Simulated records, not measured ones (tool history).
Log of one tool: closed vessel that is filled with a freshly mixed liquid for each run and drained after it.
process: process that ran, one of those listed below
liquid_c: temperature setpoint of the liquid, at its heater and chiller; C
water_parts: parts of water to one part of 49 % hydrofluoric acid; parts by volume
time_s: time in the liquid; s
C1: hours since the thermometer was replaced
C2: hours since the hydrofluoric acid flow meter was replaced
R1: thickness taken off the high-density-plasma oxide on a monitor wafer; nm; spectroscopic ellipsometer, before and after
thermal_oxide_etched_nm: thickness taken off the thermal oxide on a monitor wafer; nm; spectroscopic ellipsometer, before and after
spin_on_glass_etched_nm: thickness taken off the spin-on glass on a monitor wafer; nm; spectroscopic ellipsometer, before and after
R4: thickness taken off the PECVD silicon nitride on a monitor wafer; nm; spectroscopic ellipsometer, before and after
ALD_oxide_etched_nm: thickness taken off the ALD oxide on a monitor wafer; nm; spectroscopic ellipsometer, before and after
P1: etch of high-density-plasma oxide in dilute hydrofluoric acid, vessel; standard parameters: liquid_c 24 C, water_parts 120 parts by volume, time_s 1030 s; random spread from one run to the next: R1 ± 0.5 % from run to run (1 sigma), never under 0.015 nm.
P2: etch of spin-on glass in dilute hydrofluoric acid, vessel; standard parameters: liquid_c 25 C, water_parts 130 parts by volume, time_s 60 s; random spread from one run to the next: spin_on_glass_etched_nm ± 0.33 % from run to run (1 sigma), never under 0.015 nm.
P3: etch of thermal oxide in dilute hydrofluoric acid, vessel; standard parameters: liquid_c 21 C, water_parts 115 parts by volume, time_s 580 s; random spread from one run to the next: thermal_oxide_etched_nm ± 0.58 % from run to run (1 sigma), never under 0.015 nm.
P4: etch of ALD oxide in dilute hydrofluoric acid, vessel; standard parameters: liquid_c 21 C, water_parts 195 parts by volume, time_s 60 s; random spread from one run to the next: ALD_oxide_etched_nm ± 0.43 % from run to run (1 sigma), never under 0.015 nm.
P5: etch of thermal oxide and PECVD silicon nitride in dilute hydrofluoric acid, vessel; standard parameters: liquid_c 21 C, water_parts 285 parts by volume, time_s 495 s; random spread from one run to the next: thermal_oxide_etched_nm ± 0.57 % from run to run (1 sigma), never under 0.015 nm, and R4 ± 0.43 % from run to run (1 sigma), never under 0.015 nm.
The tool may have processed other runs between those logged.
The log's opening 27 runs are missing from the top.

{"run": 28, "hour": 333.2, "process": "P5", "liquid_c": 21, "water_parts": 285, "time_s": 865, "C1": 598.3, "C2": 1418.4, "thermal_oxide_etched_nm": 10.192, "R4": 14.022}
{"run": 29, "hour": 348.3, "process": "P4", "liquid_c": 21, "water_parts": 195, "time_s": 105, "C1": 613.4, "C2": 1433.5, "ALD_oxide_etched_nm": 13.751}
{"run": 30, "hour": 357.2, "process": "P1", "liquid_c": 24, "water_parts": 120, "time_s": 1030, "C1": 622.3, "C2": 1442.4, "R1": 53.597}
{"run": 31, "hour": 372.4, "process": "P4", "liquid_c": 21, "water_parts": 195, "time_s": 60, "C1": 637.5, "C2": 1457.6, "ALD_oxide_etched_nm": 7.8825}
{"run": 32, "hour": 388.3, "process": "P1", "liquid_c": 29, "water_parts": 120, "time_s": 1030, "C1": 653.4, "C2": 1473.5, "R1": 63.97}
{"run": 33, "hour": 401.7, "process": "P1", "liquid_c": 24, "water_parts": 120, "time_s": 1030, "C1": 666.8, "C2": 1486.9, "R1": 53.74}
{"run": 34, "hour": 417.3, "process": "P1", "liquid_c": 24, "water_parts": 120, "time_s": 1030, "C1": 682.4, "C2": 1502.5, "R1": 51.668}
{"run": 35, "hour": 427.3, "process": "P1", "liquid_c": 24, "water_parts": 120, "time_s": 1030, "C1": 692.4, "C2": 1512.5, "R1": 51.134}
{"run": 36, "hour": 438.1, "process": "P1", "liquid_c": 24, "water_parts": 120, "time_s": 1030, "C1": 703.2, "C2": 1523.3, "R1": 51.231}
{"run": 37, "hour": 448.6, "process": "P1", "liquid_c": 24, "water_parts": 120, "time_s": 1030, "C1": 713.7, "C2": 1533.8, "R1": 50.458}

For run 38, what comes out?
{"run": 38, "hour": 464.8, "process": "P1", "liquid_c": 24, "water_parts": 120, "time_s": 1030, "C1": 729.9, "C2": 1550, "R1": "?"}

{"run 38": {"R1": 49.769}}
